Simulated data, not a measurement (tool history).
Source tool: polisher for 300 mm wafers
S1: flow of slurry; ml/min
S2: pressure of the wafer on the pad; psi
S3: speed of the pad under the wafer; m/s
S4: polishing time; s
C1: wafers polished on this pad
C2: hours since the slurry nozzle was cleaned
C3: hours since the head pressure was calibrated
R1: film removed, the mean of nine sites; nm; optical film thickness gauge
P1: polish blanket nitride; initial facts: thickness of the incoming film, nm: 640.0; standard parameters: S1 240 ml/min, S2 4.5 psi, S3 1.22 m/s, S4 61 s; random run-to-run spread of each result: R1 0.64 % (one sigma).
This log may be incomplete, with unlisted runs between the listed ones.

| run | day | S1 | S2 | S3 | S4 | C1 | C2 | C3 | R1 |
|---|---|---|---|---|---|---|---|---|---|
| 1 | 0.467 | 240 | 4.5 | 1.22 | 61 | 588 | 567.6 | 169.0 | 134.460 |
| 2 | 1.171 | 240 | 4.5 | 1.86 | 61 | 747 | 584.5 | 185.9 | 189.120 |
| 3 | 1.892 | 240 | 4.5 | 0.66 | 61 | 910 | 601.8 | 203.2 | 82.850 |
| 4 | 2.238 | 240 | 4.5 | 1.22 | 95 | 989 | 610.1 | 211.5 | 209.160 |
| 5 | 2.617 | 240 | 4.5 | 1.22 | 61 | 1075 | 619.2 | 220.6 | 135.790 |
| 6 | 3.017 | 240 | 4.5 | 1.66 | 32 | 1165 | 628.8 | 230.2 | 91.495 |
| 7 | 3.600 | 240 | 4.5 | 1.22 | 61 | 1298 | 642.8 | 244.2 | 134.550 |
| 8 | 3.983 | 380 | 4.5 | 1.22 | 61 | 1384 | 652.0 | 253.4 | 140.390 |
| 9 | 4.396 | 145 | 4.5 | 1.22 | 61 | 1478 | 661.9 | 263.3 | 126.550 |
| 10 | 4.742 | 240 | 4.5 | 1.22 | 61 | 1556 | 670.2 | 271.6 | 133.620 |
| 11 | 5.150 | 240 | 6.6 | 1.22 | 61 | 1649 | 680.0 | 281.4 | 197.400 |
| 12 | 5.529 | 240 | 4.5 | 1.22 | 61 | 1735 | 689.1 | 290.5 | 135.390 |
| 13 | 5.929 | 240 | 2.1 | 1.22 | 61 | 1825 | 698.7 | 300.1 | 63.056 |
|  | 5.958 | slurry nozzle cleaned |
| 14 | 6.575 | 240 | 4.5 | 1.22 | 29 | 1972 | 14.8 | 315.6 | 64.026 |
| 15 | 6.996 | 240 | 4.5 | 1.22 | 61 | 2067 | 24.9 | 325.7 | 134.290 |
| 16 | 7.408 | 240 | 4.5 | 1.22 | 61 | 2161 | 34.8 | 335.6 | 133.800 |
| 17 | 7.958 | 240 | 4.5 | 1.22 | 61 | 2285 | 48.0 | 348.8 | 133.200 |
| 18 | 8.312 | 240 | 4.5 | 1.22 | 61 | 2365 | 56.5 | 357.3 | 131.490 |
|  | 8.808 | worn pad replaced by a new one |
| 19 | 8.921 | 240 | 4.5 | 1.22 | 61 | 26 | 71.1 | 371.9 | 128.630 |
| 20 | 9.258 | 240 | 4.5 | 1.22 | 61 | 102 | 79.2 | 380.0 | 129.440 |
| 21 | 9.933 | 240 | 4.5 | 1.22 | 61 | 255 | 95.4 | 396.2 | 129.170 |

Run 22 is up next; what results do you expect?
| 22 | 10.421 | 240 | 4.5 | 1.22 | 61 | 366 | 107.1 | 407.9 | ? |

For run 22 the tool returned R1 128.030 nm.
